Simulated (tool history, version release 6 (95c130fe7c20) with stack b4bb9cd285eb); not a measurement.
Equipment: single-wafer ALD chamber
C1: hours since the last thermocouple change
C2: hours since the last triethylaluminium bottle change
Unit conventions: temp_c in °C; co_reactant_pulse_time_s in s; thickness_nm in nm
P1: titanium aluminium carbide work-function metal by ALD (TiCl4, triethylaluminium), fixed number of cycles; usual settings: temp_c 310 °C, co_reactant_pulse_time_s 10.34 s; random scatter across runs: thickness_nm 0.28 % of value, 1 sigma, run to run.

{"run": 1, "hour": 3.1, "temp_c": 310, "co_reactant_pulse_time_s": 10.34, "C1": 255.9, "C2": 1296.8, "thickness_nm": 2.1539}
{"run": 2, "hour": 5.6, "temp_c": 310, "co_reactant_pulse_time_s": 10.34, "C1": 258.4, "C2": 1299.3, "thickness_nm": 2.1505}
{"run": 3, "hour": 10.9, "temp_c": 310, "co_reactant_pulse_time_s": 13.67, "C1": 263.7, "C2": 1304.6, "thickness_nm": 2.1927}
{"run": 4, "hour": 15.4, "temp_c": 321, "co_reactant_pulse_time_s": 10.34, "C1": 268.2, "C2": 1309.1, "thickness_nm": 2.2536}
{"run": 5, "hour": 20.7, "temp_c": 310, "co_reactant_pulse_time_s": 10.34, "C1": 273.5, "C2": 1314.4, "thickness_nm": 2.1575}
{"run": 6, "hour": 25.3, "temp_c": 310, "co_reactant_pulse_time_s": 10.34, "C1": 278.1, "C2": 1319, "thickness_nm": 2.1555}
{"run": 7, "hour": 29.8, "temp_c": 310, "co_reactant_pulse_time_s": 10.34, "C1": 282.6, "C2": 1323.5, "thickness_nm": 2.1566}
{"run": 8, "hour": 33.7, "temp_c": 310, "co_reactant_pulse_time_s": 10.34, "C1": 286.5, "C2": 1327.4, "thickness_nm": 2.1467}
{"run": 9, "hour": 38.3, "temp_c": 288, "co_reactant_pulse_time_s": 7.47, "C1": 291.1, "C2": 1332, "thickness_nm": 1.86}
{"run": 10, "hour": 40.9, "temp_c": 310, "co_reactant_pulse_time_s": 10.34, "C1": 293.7, "C2": 1334.6, "thickness_nm": 2.147}
{"run": 11, "hour": 43.7, "temp_c": 292, "co_reactant_pulse_time_s": 6.08, "C1": 296.5, "C2": 1337.4, "thickness_nm": 1.8013}
{"run": 12, "hour": 47.1, "temp_c": 289, "co_reactant_pulse_time_s": 10.34, "C1": 299.9, "C2": 1340.8, "thickness_nm": 1.96}
{"run": 13, "hour": 51.7, "temp_c": 290, "co_reactant_pulse_time_s": 15.19, "C1": 304.5, "C2": 1345.4, "thickness_nm": 2.023}
{"run": 14, "hour": 56.0, "temp_c": 310, "co_reactant_pulse_time_s": 3.65, "C1": 308.8, "C2": 1349.7, "thickness_nm": 1.5952}
{"run": 15, "hour": 58.8, "temp_c": 310, "co_reactant_pulse_time_s": 10.34, "C1": 311.6, "C2": 1352.5, "thickness_nm": 2.1495}
{"run": 16, "hour": 61.6, "temp_c": 310, "co_reactant_pulse_time_s": 10.34, "C1": 314.4, "C2": 1355.3, "thickness_nm": 2.1583}
{"run": 17, "hour": 66.5, "temp_c": 310, "co_reactant_pulse_time_s": 10.34, "C1": 319.3, "C2": 1360.2, "thickness_nm": 2.1347}
{"run": 18, "hour": 71.3, "temp_c": 310, "co_reactant_pulse_time_s": 10.34, "C1": 324.1, "C2": 1365, "thickness_nm": 2.1334}
{"run": 19, "hour": 75.1, "temp_c": 310, "co_reactant_pulse_time_s": 10.34, "C1": 327.9, "C2": 1368.8, "thickness_nm": 2.1186}
{"run": 20, "hour": 78.7, "temp_c": 310, "co_reactant_pulse_time_s": 10.34, "C1": 331.5, "C2": 1372.4, "thickness_nm": 2.1311}

Forecast run 21:
{"run": 21, "hour": 83.6, "temp_c": 310, "co_reactant_pulse_time_s": 10.34, "C1": 336.4, "C2": 1377.3, "thickness_nm": "?"}

{"run 21": {"thickness_nm": 2.1169}}
